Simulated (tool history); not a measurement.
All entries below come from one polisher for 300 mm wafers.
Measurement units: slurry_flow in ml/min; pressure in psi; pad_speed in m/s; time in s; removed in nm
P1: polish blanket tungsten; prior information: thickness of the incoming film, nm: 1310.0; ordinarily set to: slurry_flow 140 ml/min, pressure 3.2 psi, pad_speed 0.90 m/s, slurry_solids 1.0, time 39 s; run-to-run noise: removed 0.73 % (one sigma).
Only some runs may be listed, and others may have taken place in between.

run,hour,slurry_flow,pressure,pad_speed,slurry_solids,time,wafers polished on this pad,hours since the slurry nozzle was cleaned,hours since the head pressure was calibrated,hours since the slurry blender was calibrated,hours since the slurry got fresh peroxide,removed
1,3.3,140,3.2,0.90,1.0,39,469,401.3,820.0,33.0,52.9,157.070
2,7.9,140,3.2,0.90,1.0,39,534,405.9,824.6,37.6,57.5,156.560
3,11.0,140,3.2,1.42,1.0,39,578,409.0,827.7,40.7,60.6,249.980
4,13.3,85,3.2,0.90,1.0,39,610,411.3,830.0,43.0,62.9,139.530
5,15.5,140,4.2,0.90,1.0,39,641,413.5,832.2,45.2,65.1,210.940
6,18.8,140,3.2,0.90,1.0,39,688,416.8,835.5,48.5,68.4,158.000
7,23.2,140,3.2,0.90,1.4,39,750,421.2,839.9,52.9,72.8,173.040
8,26.0,140,3.2,0.90,1.0,39,789,424.0,842.7,55.7,75.6,160.080
9,29.8,140,1.5,0.90,1.0,39,843,427.8,846.5,59.5,79.4,74.051
# hour 29.9: slurry nozzle cleaned
10,32.8,210,3.2,0.90,1.0,39,885,2.9,849.5,62.5,82.4,170.670
11,37.6,140,3.2,0.90,1.0,39,953,7.7,854.3,67.3,87.2,159.810
12,42.5,140,3.2,0.50,1.0,39,1022,12.6,859.2,72.2,92.1,87.154
13,44.8,140,3.2,0.90,1.0,22,1054,14.9,861.5,74.5,94.4,89.837
14,49.8,140,3.2,0.90,1.0,39,1125,19.9,866.5,79.5,99.4,158.060
15,54.0,140,3.2,1.36,1.0,24,1184,24.1,870.7,83.7,103.6,148.320
# hour 57.6: head pressure recalibrated
16,58.3,140,3.2,0.90,0.6,39,1244,28.4,0.8,88.0,107.9,139.550
17,62.1,140,3.2,0.90,1.0,62,1298,32.2,4.6,91.8,111.7,252.320
18,67.1,140,3.2,0.90,1.0,39,1369,37.2,9.6,96.8,116.7,161.680
19,70.1,140,3.2,0.90,1.0,39,1411,40.2,12.6,99.8,119.7,151.910
20,75.1,140,3.2,0.90,1.0,39,1481,45.2,17.6,104.8,124.7,149.380
# hour 78.8: head pressure recalibrated
21,79.7,140,3.2,0.90,1.0,39,1546,49.8,0.9,109.4,129.3,146.260
# hour 80.5: worn pad replaced by a new one
# hour 81.5: slurry blender recalibrated
22,83.7,140,3.2,0.90,1.0,39,45,53.8,4.9,2.3,133.3,145.540
23,88.0,140,3.2,0.90,1.0,39,105,58.1,9.2,6.6,137.6,145.140
24,91.5,140,3.2,0.90,1.0,39,155,61.6,12.7,10.1,141.1,143.470

The output of P1 has drifted from where it used to be. Each of the 2 causes below, taken at the size shown beside it, accounts for the log equally well:
A: slurry flow missing at the pad, % = 32.3
B: peroxide lost from the slurry, % = 19.7
The onset of the drift is placed at about hour 67.1.
Excluded causes, each with its reason:
removal rate lost through wear of the pad, %: serviced after onset, at hour 80.5, with no recovery of the prior output
head's pressure below its setpoint, %: serviced after onset, at hour 78.8, with no recovery of the prior output
abrasive missing from the slurry, %: serviced after onset, at hour 81.5, with no recovery of the prior output

Of the 4 check runs below, each run on 5 wafers with the results averaged and each result still a question mark, which one would tell the listed causes apart?
check 1,95.0,140,1.8,0.90,1.3,39,,,,,,?
check 2,95.0,140,3.2,0.90,1.4,39,,,,,,?
check 3,95.0,210,3.2,0.90,1.0,39,,,,,,?
check 4,95.0,140,4.0,0.90,1.0,39,,,,,,?

Outcome of each check run for each possible cause:
check,result,if A,if B
check 1,removed,87.131,87.138
check 2,removed,157.720,157.730
check 3,removed,158.890,154.740
check 4,removed,181.830,181.850
Gap, in per cent, between the two causes that each check separates least, read from the result that separates them most: check 1 0.01 %; check 2 0.01 %; check 3 2.64 %; check 4 0.01 %
Check 3 distinguishes between the causes, while the remaining checks would return nearly the same result for all of them.

After running check 3, the following was obtained: removed 154.450 nm. Which cause does this point to?

It was cause B: peroxide lost from the slurry, %.
